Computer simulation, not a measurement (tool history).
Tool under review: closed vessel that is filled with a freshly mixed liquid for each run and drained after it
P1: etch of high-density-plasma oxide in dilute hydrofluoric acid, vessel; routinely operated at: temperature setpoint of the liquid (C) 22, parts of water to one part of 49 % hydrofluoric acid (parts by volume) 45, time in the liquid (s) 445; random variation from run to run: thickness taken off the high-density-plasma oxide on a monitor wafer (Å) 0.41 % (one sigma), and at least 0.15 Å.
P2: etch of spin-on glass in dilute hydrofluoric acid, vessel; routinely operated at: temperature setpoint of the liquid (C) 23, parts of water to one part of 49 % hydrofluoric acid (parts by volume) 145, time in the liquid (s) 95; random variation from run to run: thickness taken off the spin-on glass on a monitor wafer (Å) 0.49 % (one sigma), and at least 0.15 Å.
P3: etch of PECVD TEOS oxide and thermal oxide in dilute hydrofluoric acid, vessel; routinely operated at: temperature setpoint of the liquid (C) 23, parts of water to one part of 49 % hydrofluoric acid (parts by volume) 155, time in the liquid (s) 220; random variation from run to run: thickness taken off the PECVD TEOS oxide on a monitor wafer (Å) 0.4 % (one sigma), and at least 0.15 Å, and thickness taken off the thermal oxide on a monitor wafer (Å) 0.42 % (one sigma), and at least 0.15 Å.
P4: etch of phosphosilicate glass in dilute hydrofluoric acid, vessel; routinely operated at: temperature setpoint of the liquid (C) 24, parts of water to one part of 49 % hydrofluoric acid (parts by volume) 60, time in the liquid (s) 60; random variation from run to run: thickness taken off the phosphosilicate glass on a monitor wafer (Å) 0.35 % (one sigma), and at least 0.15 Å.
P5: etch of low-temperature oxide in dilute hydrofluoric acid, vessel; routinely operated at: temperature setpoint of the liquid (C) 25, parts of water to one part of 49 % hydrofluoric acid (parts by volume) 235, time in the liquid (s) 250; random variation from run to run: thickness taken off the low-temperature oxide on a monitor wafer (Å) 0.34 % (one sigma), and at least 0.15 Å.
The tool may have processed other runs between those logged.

| run | hour | process that ran | temperature setpoint of the liquid (C) | parts of water to one part of 49 % hydrofluoric acid (parts by volume) | time in the liquid (s) | thickness taken off the high-density-plasma oxide on a monitor wafer (Å) | thickness taken off the spin-on glass on a monitor wafer (Å) | thickness taken off the low-temperature oxide on a monitor wafer (Å) | thickness taken off the PECVD TEOS oxide on a monitor wafer (Å) | thickness taken off the thermal oxide on a monitor wafer (Å) | thickness taken off the phosphosilicate glass on a monitor wafer (Å) |
|---|---|---|---|---|---|---|---|---|---|---|---|
| 1 | 5.8 | P1 | 22 | 45 | 445 | 588.94 |  |  |  |  |  |
| 2 | 12.7 | P1 | 22 | 45 | 445 | 590.28 |  |  |  |  |  |
| 3 | 16.7 | P1 | 22 | 45 | 445 | 586.52 |  |  |  |  |  |
| 4 | 25 | P2 | 23 | 35 | 95 |  | 955.82 |  |  |  |  |
| 5 | 32.6 | P5 | 25 | 235 | 65 |  |  | 89.03 |  |  |  |
| 6 | 38.3 | P3 | 17 | 155 | 220 |  |  |  | 255.82 | 49.571 |  |
| 7 | 46 | P2 | 23 | 145 | 95 |  | 201.29 |  |  |  |  |
| 8 | 53 | P1 | 22 | 25 | 445 | 1090.9 |  |  |  |  |  |
| 9 | 58.9 | P2 | 23 | 145 | 95 |  | 203.68 |  |  |  |  |
| 10 | 63 | P1 | 17 | 45 | 445 | 474.46 |  |  |  |  |  |
| 11 | 67.6 | P3 | 23 | 155 | 85 |  |  |  | 125.22 | 24.197 |  |
| 12 | 74.9 | P1 | 22 | 45 | 445 | 589.89 |  |  |  |  |  |
| 13 | 80.8 | P4 | 24 | 25 | 60 |  |  |  |  |  | 4277.3 |
| 14 | 88.9 | P4 | 24 | 60 | 60 |  |  |  |  |  | 1706.7 |
| 15 | 93.2 | P1 | 22 | 45 | 765 | 1015.2 |  |  |  |  |  |
| 16 | 99 | P1 | 22 | 45 | 150 | 199.73 |  |  |  |  |  |
| 17 | 107.1 | P2 | 23 | 145 | 180 |  | 381.85 |  |  |  |  |
| 18 | 111 | P5 | 25 | 420 | 250 |  |  | 161.73 |  |  |  |
| 19 | 118.9 | P3 | 23 | 280 | 220 |  |  |  | 157.07 | 30.394 |  |
| 20 | 125.7 | P2 | 30.5 | 145 | 95 |  | 269.52 |  |  |  |  |
| 21 | 130.6 | P4 | 24 | 60 | 60 |  |  |  |  |  | 1707.8 |
| 22 | 135.8 | P5 | 25 | 235 | 250 |  |  | 342.81 |  |  |  |
| 23 | 143.6 | P3 | 23 | 155 | 220 |  |  |  | 323.31 | 63.149 |  |
| 24 | 147.9 | P4 | 24 | 60 | 30 |  |  |  |  |  | 856.34 |
| 25 | 155.3 | P1 | 22 | 75 | 445 | 341.1 |  |  |  |  |  |
| 26 | 163.7 | P4 | 17 | 60 | 60 |  |  |  |  |  | 1269.7 |
| 27 | 171.6 | P5 | 19.5 | 235 | 250 |  |  | 281.4 |  |  |  |
| 28 | 177.6 | P1 | 22 | 45 | 445 | 591.54 |  |  |  |  |  |
| 29 | 181.9 | P1 | 27 | 45 | 100 | 162.04 |  |  |  |  |  |
| 30 | 186.2 | P1 | 22 | 45 | 445 | 586.33 |  |  |  |  |  |
| 31 | 192.8 | P1 | 26 | 45 | 445 | 699.26 |  |  |  |  |  |
| 32 | 198.4 | P1 | 22 | 45 | 445 | 591.16 |  |  |  |  |  |
| 33 | 207.1 | P1 | 22 | 45 | 445 | 610.88 |  |  |  |  |  |
| 34 | 211.8 | P1 | 22 | 45 | 445 | 609.16 |  |  |  |  |  |
| 35 | 220.6 | P1 | 22 | 45 | 445 | 618.6 |  |  |  |  |  |
| 36 | 225 | P1 | 22 | 45 | 445 | 626.32 |  |  |  |  |  |
| 37 | 230.4 | P1 | 22 | 45 | 445 | 625.32 |  |  |  |  |  |
| 38 | 237.3 | P1 | 22 | 45 | 445 | 623.13 |  |  |  |  |  |
| 39 | 244.1 | P1 | 22 | 45 | 445 | 625.33 |  |  |  |  |  |
| 40 | 249.2 | P1 | 22 | 45 | 445 | 633.16 |  |  |  |  |  |
| 41 | 257.4 | P1 | 22 | 45 | 445 | 630.65 |  |  |  |  |  |
| 42 | 265.7 | P1 | 22 | 45 | 445 | 626 |  |  |  |  |  |
| 43 | 271.4 | P1 | 22 | 45 | 445 | 629.88 |  |  |  |  |  |

Compared with where it was, what P1 gives has crept away. Each cause listed below fits the log as well as the rest, at the size given for it:
A: hydrofluoric acid flow above the setpoint (%) = 6.72
B: liquid hotter than its thermometer reads (K) = 1.65
The drift started at roughly hour 198.4.

4 check runs are offered, one wafer each, their results left as question marks. Which one tells the causes apart?
| check 1 | 277.1 | P4 | 20.5 | 60 | 30 |  |  |  |  |  | ? |
| check 2 | 277.1 | P3 | 17 | 155 | 220 |  |  |  | ? | ? |  |
| check 3 | 277.1 | P2 | 23 | 70 | 95 |  | ? |  |  |  |  |
| check 4 | 277.1 | P5 | 25 | 365 | 160 |  |  | ? |  |  |  |

What each check would give under each cause:
| check | result | if A | if B |
|---|---|---|---|
| check 1 | thickness taken off the phosphosilicate glass on a monitor wafer (Å) | 791.87 | 791.26 |
| check 2 | thickness taken off the PECVD TEOS oxide on a monitor wafer (Å) | 274.86 | 272.78 |
| check 2 | thickness taken off the thermal oxide on a monitor wafer (Å) | 53.529 | 53.124 |
| check 3 | thickness taken off the spin-on glass on a monitor wafer (Å) | 493.3 | 491.48 |
| check 4 | thickness taken off the low-temperature oxide on a monitor wafer (Å) | 135.67 | 131.28 |
Separation of the two closest causes in each check, using whichever result separates them best: check 1 0.08 %; check 2 0.76 %; check 3 0.37 %; check 4 3.29 %
Check 4 tells the causes apart: in the others they would give nearly the same result.

Check 4 has now been run. It gave: thickness taken off the low-temperature oxide on a monitor wafer (Å) 136.02. Which of the candidate causes is it?

The cause is A: hydrofluoric acid flow above the setpoint (%).

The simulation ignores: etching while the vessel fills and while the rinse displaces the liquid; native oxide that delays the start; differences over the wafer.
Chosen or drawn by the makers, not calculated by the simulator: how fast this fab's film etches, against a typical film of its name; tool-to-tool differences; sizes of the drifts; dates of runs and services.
